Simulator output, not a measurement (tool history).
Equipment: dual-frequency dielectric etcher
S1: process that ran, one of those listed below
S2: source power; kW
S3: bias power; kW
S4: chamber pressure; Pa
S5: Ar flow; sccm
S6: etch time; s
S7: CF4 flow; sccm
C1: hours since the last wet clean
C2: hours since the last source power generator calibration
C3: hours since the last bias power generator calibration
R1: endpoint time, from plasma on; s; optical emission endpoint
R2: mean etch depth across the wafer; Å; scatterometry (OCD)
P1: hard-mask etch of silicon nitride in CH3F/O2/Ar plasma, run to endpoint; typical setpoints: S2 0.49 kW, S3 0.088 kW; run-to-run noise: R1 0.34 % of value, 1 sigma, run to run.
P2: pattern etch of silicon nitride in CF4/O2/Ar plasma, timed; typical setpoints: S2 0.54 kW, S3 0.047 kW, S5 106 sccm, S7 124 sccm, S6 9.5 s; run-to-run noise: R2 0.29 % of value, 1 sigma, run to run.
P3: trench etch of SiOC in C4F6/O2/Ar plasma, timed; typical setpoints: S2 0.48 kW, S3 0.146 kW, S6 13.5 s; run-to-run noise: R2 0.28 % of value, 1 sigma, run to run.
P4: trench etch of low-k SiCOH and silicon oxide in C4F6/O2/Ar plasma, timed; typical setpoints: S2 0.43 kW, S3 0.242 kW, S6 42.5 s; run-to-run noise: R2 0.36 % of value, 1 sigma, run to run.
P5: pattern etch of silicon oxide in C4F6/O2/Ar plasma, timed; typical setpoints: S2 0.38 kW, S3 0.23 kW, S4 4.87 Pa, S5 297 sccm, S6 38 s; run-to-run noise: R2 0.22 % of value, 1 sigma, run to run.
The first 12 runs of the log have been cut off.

run	hour	S1	S2	S3	S4	S5	S6	S7	C1	C2	C3	R1	R2
13	97.5	P4	0.43	0.242			58		217.8	50.9	71		2067.1
14	106.3	P3	0.33	0.146			13.5		226.6	59.7	79.8		243.45
15	114.7	P1	0.49	0.088					235	68.1	88.2	53.942	
16	120.8	P1	0.49	0.088					241.1	74.2	94.3	54.014	
17	129.1	P1	0.62	0.109					249.4	82.5	102.6	45.828	
18	133.6	P3	0.48	0.146			20		253.9	87	107.1		419.22
19	142.5	P1	0.59	0.065					262.8	95.9	116	55.731	
20	151.9	P1	0.49	0.053					272.2	105.3	125.4	63.88	
21	157.7	P2	0.54	0.047		106	9.5	124	278	111.1	131.2		196.4
22	165.3	P2	0.54	0.047		106	12	124	285.6	118.7	138.8		249.47
# hour 171.6: wet clean of the chamber
23	174.4	P5	0.38	0.23	4.87	366	38		2.8	127.8	147.9		1182
24	182.2	P1	0.59	0.088					10.6	135.6	155.7	50.152	
25	189.6	P5	0.38	0.23	3.6	297	38		18	143	163.1		1256.3
26	197.6	P5	0.38	0.23	4.87	297	38		26	151	171.1		1210.4
27	206.2	P3	0.48	0.146			13.5		34.6	159.6	179.7		284.37
28	213.9	P2	0.54	0.047		106	9.5	148	42.3	167.3	187.4		200.46
29	221.6	P3	0.48	0.19			13.5		50	175	195.1		308.69
30	226.5	P1	0.49	0.105					54.9	179.9	200	50.646	
31	235.8	P4	0.43	0.242			42.5		64.2	189.2	209.3		1508.2
32	243.7	P1	0.49	0.088					72.1	197.1	217.2	53.906	

For run 33, what comes out?
33	253.6	P1	0.49	0.088					82	207	227.1	?	

R1: 53.96 s

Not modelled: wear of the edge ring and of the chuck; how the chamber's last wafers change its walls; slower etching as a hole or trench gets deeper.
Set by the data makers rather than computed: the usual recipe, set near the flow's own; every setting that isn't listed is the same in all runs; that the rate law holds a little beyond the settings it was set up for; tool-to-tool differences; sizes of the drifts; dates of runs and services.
